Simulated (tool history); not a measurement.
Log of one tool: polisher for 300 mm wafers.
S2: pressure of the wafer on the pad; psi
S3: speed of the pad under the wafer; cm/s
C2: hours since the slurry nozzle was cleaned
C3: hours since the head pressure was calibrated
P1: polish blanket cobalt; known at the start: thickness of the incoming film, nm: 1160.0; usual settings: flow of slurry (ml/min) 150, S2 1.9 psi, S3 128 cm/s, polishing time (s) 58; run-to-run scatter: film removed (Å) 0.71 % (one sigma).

Run 1, hour 12: flow of slurry (ml/min) 150, S2 1.9 psi, S3 128 cm/s, polishing time (s) 58; wafers polished on this pad 446; C2 425.3; C3 159.5. Result: film removed (Å) 3336.2.
Run 2, hour 22.7: flow of slurry (ml/min) 150, S2 2.6 psi, S3 72 cm/s, polishing time (s) 58; wafers polished on this pad 605; C2 436; C3 170.2. Result: film removed (Å) 2620.3.
Run 3, hour 31.9: flow of slurry (ml/min) 150, S2 1.9 psi, S3 196 cm/s, polishing time (s) 58; wafers polished on this pad 742; C2 445.2; C3 179.4. Result: film removed (Å) 5123.7.
Run 4, hour 38.4: flow of slurry (ml/min) 100, S2 1.9 psi, S3 128 cm/s, polishing time (s) 58; wafers polished on this pad 839; C2 451.7; C3 185.9. Result: film removed (Å) 3094.5.
Run 5, hour 46: flow of slurry (ml/min) 105, S2 1.9 psi, S3 128 cm/s, polishing time (s) 78; wafers polished on this pad 952; C2 459.3; C3 193.5. Result: film removed (Å) 4256.3.
Run 6, hour 59: flow of slurry (ml/min) 150, S2 1.9 psi, S3 128 cm/s, polishing time (s) 74; wafers polished on this pad 1146; C2 472.3; C3 206.5. Result: film removed (Å) 4279.
Run 7, hour 70.4: flow of slurry (ml/min) 150, S2 0.9 psi, S3 128 cm/s, polishing time (s) 58; wafers polished on this pad 1315; C2 483.7; C3 217.9. Result: film removed (Å) 1625.5.
Run 8, hour 80.3: flow of slurry (ml/min) 150, S2 1.9 psi, S3 128 cm/s, polishing time (s) 58; wafers polished on this pad 1463; C2 493.6; C3 227.8. Result: film removed (Å) 3389.5.
Run 9, hour 93.2: flow of slurry (ml/min) 150, S2 1.9 psi, S3 128 cm/s, polishing time (s) 58; wafers polished on this pad 1655; C2 506.5; C3 240.7. Result: film removed (Å) 3387.8.
Run 10, hour 100.4: flow of slurry (ml/min) 150, S2 1.9 psi, S3 128 cm/s, polishing time (s) 29; wafers polished on this pad 1762; C2 513.7; C3 247.9. Result: film removed (Å) 1698.8.
Run 11, hour 107.1: flow of slurry (ml/min) 150, S2 1.9 psi, S3 128 cm/s, polishing time (s) 58; wafers polished on this pad 1862; C2 520.4; C3 254.6. Result: film removed (Å) 3375.8.
Run 12, hour 117.5: flow of slurry (ml/min) 150, S2 2.5 psi, S3 128 cm/s, polishing time (s) 58; wafers polished on this pad 2017; C2 530.8; C3 265. Result: film removed (Å) 4456.4.
Run 13, hour 126.1: flow of slurry (ml/min) 200, S2 1.9 psi, S3 128 cm/s, polishing time (s) 58; wafers polished on this pad 2145; C2 539.4; C3 273.6. Result: film removed (Å) 3536.8.
Run 14, hour 137.9: flow of slurry (ml/min) 150, S2 1.9 psi, S3 128 cm/s, polishing time (s) 58; wafers polished on this pad 2320; C2 551.2; C3 285.4. Result: film removed (Å) 3392.6.
Run 15, hour 149.1: flow of slurry (ml/min) 150, S2 1.9 psi, S3 92 cm/s, polishing time (s) 58; wafers polished on this pad 2487; C2 562.4; C3 296.6. Result: film removed (Å) 2473.4.
Run 16, hour 160.4: flow of slurry (ml/min) 150, S2 1.9 psi, S3 128 cm/s, polishing time (s) 58; wafers polished on this pad 2655; C2 573.7; C3 307.9. Result: film removed (Å) 3394.7.
Run 17, hour 173.1: flow of slurry (ml/min) 150, S2 1.9 psi, S3 128 cm/s, polishing time (s) 58; wafers polished on this pad 2844; C2 586.4; C3 320.6. Result: film removed (Å) 3276.5.
Run 18, hour 186.2: flow of slurry (ml/min) 150, S2 1.9 psi, S3 128 cm/s, polishing time (s) 58; wafers polished on this pad 3039; C2 599.5; C3 333.7. Result: film removed (Å) 3244.3.
Run 19, hour 192.8: flow of slurry (ml/min) 150, S2 1.9 psi, S3 128 cm/s, polishing time (s) 58; wafers polished on this pad 3138; C2 606.1; C3 340.3. Result: film removed (Å) 3177.9.
Run 20, hour 201.3: flow of slurry (ml/min) 150, S2 1.9 psi, S3 128 cm/s, polishing time (s) 58; wafers polished on this pad 3264; C2 614.6; C3 348.8. Result: film removed (Å) 3165.2.
Run 21, hour 212.9: flow of slurry (ml/min) 150, S2 1.9 psi, S3 128 cm/s, polishing time (s) 58; wafers polished on this pad 3437; C2 626.2; C3 360.4. Result: film removed (Å) 3120.4.
Run 22, hour 224.7: flow of slurry (ml/min) 150, S2 1.9 psi, S3 128 cm/s, polishing time (s) 58; wafers polished on this pad 3613; C2 638; C3 372.2. Result: film removed (Å) 3068.1.
At hour 228.6: head pressure recalibrated.
Run 23, hour 235.1: flow of slurry (ml/min) 150, S2 1.9 psi, S3 128 cm/s, polishing time (s) 58; wafers polished on this pad 3767; C2 648.4; C3 6.6. Result: film removed (Å) 3082.7.
Run 24, hour 243.8: flow of slurry (ml/min) 150, S2 1.9 psi, S3 128 cm/s, polishing time (s) 58; wafers polished on this pad 3897; C2 657.1; C3 15.3. Result: film removed (Å) 3118.9.
Run 25, hour 255.4: flow of slurry (ml/min) 150, S2 1.9 psi, S3 128 cm/s, polishing time (s) 58; wafers polished on this pad 4070; C2 668.7; C3 26.9. Result: film removed (Å) 3080.
Run 26, hour 264.2: flow of slurry (ml/min) 150, S2 1.9 psi, S3 128 cm/s, polishing time (s) 58; wafers polished on this pad 4201; C2 677.5; C3 35.7. Result: film removed (Å) 3033.8.
Run 27, hour 277.9: flow of slurry (ml/min) 150, S2 1.9 psi, S3 128 cm/s, polishing time (s) 58; wafers polished on this pad 4405; C2 691.2; C3 49.4. Result: film removed (Å) 3055.2.

What P1 gives has crept away from where it was. These 2 causes fit the log equally well, each at the size given:
A: slurry flow missing at the pad, % = 38.3
B: removal rate lost through wear of the pad, % = 9.95
The creep began at about hour 160.4.
Why every other cause is out:
head's pressure below its setpoint, %: serviced at hour 228.6, which brought nothing back

4 check runs are offered, each on 2 wafers whose results are averaged, their results left as question marks. Which one tells the causes apart?
Run check 1, hour 291.6: flow of slurry (ml/min) 150, S2 1.9 psi, S3 128 cm/s, polishing time (s) 69. Result: film removed (Å) ?.
Run check 2, hour 291.6: flow of slurry (ml/min) 150, S2 1.9 psi, S3 168 cm/s, polishing time (s) 58. Result: film removed (Å) ?.
Run check 3, hour 291.6: flow of slurry (ml/min) 105, S2 2.5 psi, S3 128 cm/s, polishing time (s) 58. Result: film removed (Å) ?.
Run check 4, hour 291.6: flow of slurry (ml/min) 150, S2 1.9 psi, S3 128 cm/s, polishing time (s) 36. Result: film removed (Å) ?.

What each check would give under each cause:
  check            result    if A    if B
check 1  film removed (Å)  3627.4  3627.1
check 2  film removed (Å)  4001.9  4001.7
check 3  film removed (Å)  3589.2  3729.8
check 4  film removed (Å)  1892.5  1892.4
How far apart the two closest causes lie, in the result that separates them most: check 1 0.01 %; check 2 0.01 %; check 3 3.84 %; check 4 0.01 %
Only check 3 tells the causes apart: in the others they would give nearly the same result.

Check 3 was then run and gave: film removed (Å) 3570.1. Which cause is it?

It is A: slurry flow missing at the pad, %.
